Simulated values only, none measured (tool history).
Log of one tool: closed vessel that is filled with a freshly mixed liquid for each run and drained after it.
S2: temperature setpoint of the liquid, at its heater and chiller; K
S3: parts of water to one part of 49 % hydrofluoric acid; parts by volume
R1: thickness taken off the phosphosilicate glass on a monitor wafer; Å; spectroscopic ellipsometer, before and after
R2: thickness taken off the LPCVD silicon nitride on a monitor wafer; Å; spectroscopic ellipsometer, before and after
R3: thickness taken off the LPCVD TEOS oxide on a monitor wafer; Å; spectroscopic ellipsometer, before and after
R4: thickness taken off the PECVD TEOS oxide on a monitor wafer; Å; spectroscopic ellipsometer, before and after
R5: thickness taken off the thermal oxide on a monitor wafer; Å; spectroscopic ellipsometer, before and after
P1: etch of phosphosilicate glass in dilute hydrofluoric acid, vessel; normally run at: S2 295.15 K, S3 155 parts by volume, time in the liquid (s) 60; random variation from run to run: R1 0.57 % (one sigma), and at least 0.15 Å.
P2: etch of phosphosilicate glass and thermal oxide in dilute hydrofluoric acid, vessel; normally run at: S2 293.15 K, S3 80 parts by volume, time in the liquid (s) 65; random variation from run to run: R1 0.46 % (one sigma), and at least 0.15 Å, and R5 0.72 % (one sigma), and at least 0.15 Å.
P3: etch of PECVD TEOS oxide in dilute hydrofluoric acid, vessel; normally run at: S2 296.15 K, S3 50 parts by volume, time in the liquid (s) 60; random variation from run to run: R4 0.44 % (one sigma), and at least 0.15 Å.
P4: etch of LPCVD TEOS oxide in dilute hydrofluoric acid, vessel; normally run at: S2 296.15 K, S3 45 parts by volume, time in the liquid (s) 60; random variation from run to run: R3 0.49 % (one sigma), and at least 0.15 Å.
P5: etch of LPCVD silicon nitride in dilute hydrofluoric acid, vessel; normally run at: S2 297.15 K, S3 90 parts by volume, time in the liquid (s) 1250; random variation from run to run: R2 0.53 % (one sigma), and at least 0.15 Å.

Run 1, hour 8.8: process that ran P1, S2 295.15 K, S3 155 parts by volume, time in the liquid (s) 60. Result: R1 587.95 Å.
Run 2, hour 23.5: process that ran P5, S2 297.15 K, S3 90 parts by volume, time in the liquid (s) 1250. Result: R2 74.482 Å.
Run 3, hour 38.1: process that ran P1, S2 291.15 K, S3 155 parts by volume, time in the liquid (s) 30. Result: R1 248.14 Å.
Run 4, hour 48.9: process that ran P4, S2 304.15 K, S3 45 parts by volume, time in the liquid (s) 60. Result: R3 519.87 Å.
Run 5, hour 57.2: process that ran P1, S2 301.65 K, S3 155 parts by volume, time in the liquid (s) 60. Result: R1 748.32 Å.
Run 6, hour 68.3: process that ran P1, S2 295.15 K, S3 290 parts by volume, time in the liquid (s) 60. Result: R1 271.19 Å.
Run 7, hour 86.1: process that ran P3, S2 296.15 K, S3 25 parts by volume, time in the liquid (s) 60. Result: R4 380.740 Å.
Run 8, hour 102.6: process that ran P1, S2 295.15 K, S3 155 parts by volume, time in the liquid (s) 60. Result: R1 582.12 Å.
Run 9, hour 117.1: process that ran P5, S2 297.15 K, S3 20 parts by volume, time in the liquid (s) 1250. Result: R2 323.770 Å.
Run 10, hour 130.3: process that ran P1, S2 290.15 K, S3 275 parts by volume, time in the liquid (s) 60. Result: R1 239.01 Å.
Run 11, hour 145.0: process that ran P4, S2 296.15 K, S3 45 parts by volume, time in the liquid (s) 60. Result: R3 373.69 Å.
Run 12, hour 156.6: process that ran P5, S2 297.15 K, S3 90 parts by volume, time in the liquid (s) 2160. Result: R2 129.810 Å.
Run 13, hour 172.3: process that ran P3, S2 296.15 K, S3 50 parts by volume, time in the liquid (s) 60. Result: R4 184.110 Å.
Run 14, hour 190.7: process that ran P2, S2 293.15 K, S3 80 parts by volume, time in the liquid (s) 65. Result: R1 545.45 Å, R5 31.890 Å.
Run 15, hour 208.7: process that ran P1, S2 290.15 K, S3 155 parts by volume, time in the liquid (s) 60. Result: R1 482.99 Å.
Run 16, hour 217.6: process that ran P2, S2 293.15 K, S3 80 parts by volume, time in the liquid (s) 65. Result: R1 541.34 Å, R5 31.877 Å.
Run 17, hour 230.4: process that ran P1, S2 295.15 K, S3 155 parts by volume, time in the liquid (s) 60. Result: R1 581.80 Å.
Run 18, hour 239.3: process that ran P2, S2 293.15 K, S3 145 parts by volume, time in the liquid (s) 65. Result: R1 276.02 Å, R5 16.768 Å.
Run 19, hour 247.3: process that ran P1, S2 295.15 K, S3 155 parts by volume, time in the liquid (s) 30. Result: R1 289.36 Å.
Run 20, hour 257.4: process that ran P4, S2 296.15 K, S3 45 parts by volume, time in the liquid (s) 30. Result: R3 189.31 Å.
Run 21, hour 267.1: process that ran P1, S2 295.15 K, S3 155 parts by volume, time in the liquid (s) 60. Result: R1 585.95 Å.
Run 22, hour 278.7: process that ran P5, S2 304.15 K, S3 90 parts by volume, time in the liquid (s) 1250. Result: R2 117.380 Å.
Run 23, hour 288.5: process that ran P5, S2 297.15 K, S3 90 parts by volume, time in the liquid (s) 1250. Result: R2 75.202 Å.
Run 24, hour 297.4: process that ran P4, S2 296.15 K, S3 45 parts by volume, time in the liquid (s) 60. Result: R3 377.46 Å.
At hour 309.6: hydrofluoric acid flow meter replaced.
Run 25, hour 314.2: process that ran P3, S2 304.15 K, S3 50 parts by volume, time in the liquid (s) 60. Result: R4 253.440 Å.
Run 26, hour 328.0: process that ran P1, S2 295.15 K, S3 155 parts by volume, time in the liquid (s) 115. Result: R1 1109.70 Å.
Run 27, hour 338.9: process that ran P1, S2 295.15 K, S3 35 parts by volume, time in the liquid (s) 60. Result: R1 2986.20 Å.
Run 28, hour 348.9: process that ran P2, S2 293.15 K, S3 80 parts by volume, time in the liquid (s) 30. Result: R1 249.54 Å, R5 14.972 Å.
Run 29, hour 363.9: process that ran P4, S2 296.15 K, S3 75 parts by volume, time in the liquid (s) 60. Result: R3 217.67 Å.
Run 30, hour 378.4: process that ran P3, S2 296.15 K, S3 50 parts by volume, time in the liquid (s) 60. Result: R4 183.770 Å.
Run 31, hour 393.1: process that ran P3, S2 296.15 K, S3 50 parts by volume, time in the liquid (s) 30. Result: R4 92.194 Å.
Run 32, hour 408.4: process that ran P2, S2 297.65 K, S3 80 parts by volume, time in the liquid (s) 65. Result: R1 653.73 Å, R5 38.583 Å.
Run 33, hour 416.5: process that ran P1, S2 301.65 K, S3 60 parts by volume, time in the liquid (s) 60. Result: R1 2175.30 Å.
Run 34, hour 429.1: process that ran P1, S2 295.15 K, S3 155 parts by volume, time in the liquid (s) 60. Result: R1 577.75 Å.
Run 35, hour 446.4: process that ran P1, S2 295.15 K, S3 155 parts by volume, time in the liquid (s) 60. Result: R1 580.16 Å.
Run 36, hour 464.3: process that ran P1, S2 295.15 K, S3 155 parts by volume, time in the liquid (s) 60. Result: R1 558.20 Å.
Run 37, hour 477.7: process that ran P1, S2 295.15 K, S3 155 parts by volume, time in the liquid (s) 60. Result: R1 541.75 Å.
Run 38, hour 493.7: process that ran P1, S2 295.15 K, S3 155 parts by volume, time in the liquid (s) 60. Result: R1 545.02 Å.
Run 39, hour 505.5: process that ran P1, S2 295.15 K, S3 155 parts by volume, time in the liquid (s) 60. Result: R1 539.75 Å.
Run 40, hour 514.6: process that ran P1, S2 295.15 K, S3 155 parts by volume, time in the liquid (s) 60. Result: R1 538.68 Å.
Run 41, hour 524.7: process that ran P1, S2 295.15 K, S3 155 parts by volume, time in the liquid (s) 60. Result: R1 538.42 Å.
Run 42, hour 536.3: process that ran P1, S2 295.15 K, S3 155 parts by volume, time in the liquid (s) 60. Result: R1 534.59 Å.

What P1 gives has crept away from where it was. These 2 causes fit the log equally well, each at the size given:
A: liquid colder than its thermometer reads (K) = 2.06
B: hydrofluoric acid flow below the setpoint (%) = 6.65
The creep began at about hour 446.4.

4 check runs are offered, one wafer each, their results left as question marks. Which one tells the causes apart?
Run check 1, hour 547.9: process that ran P4, S2 302.15 K, S3 45 parts by volume, time in the liquid (s) 60. Result: R3 ?.
Run check 2, hour 547.9: process that ran P5, S2 297.15 K, S3 60 parts by volume, time in the liquid (s) 1250. Result: R2 ?.
Run check 3, hour 547.9: process that ran P2, S2 293.15 K, S3 135 parts by volume, time in the liquid (s) 30. Result: R1 ?, R5 ?.
Run check 4, hour 547.9: process that ran P3, S2 304.15 K, S3 50 parts by volume, time in the liquid (s) 30. Result: R4 ?.

What each check would give under each cause:
  check  result     if A     if B
check 1      R3   443.17   447.08
check 2      R2   97.093  104.320
check 3      R1   128.60   129.20
check 3      R5   7.6191   7.6542
check 4      R4  117.130  117.890
How far apart the two closest causes lie, in the result that separates them most: check 1 0.88 %; check 2 7.18 %; check 3 0.46 %; check 4 0.65 %
Only check 2 tells the causes apart: in the others they would give nearly the same result.

Then check 2 was run and gave: R2 104.460 Å. Which cause is it?

It is B: hydrofluoric acid flow below the setpoint (%).
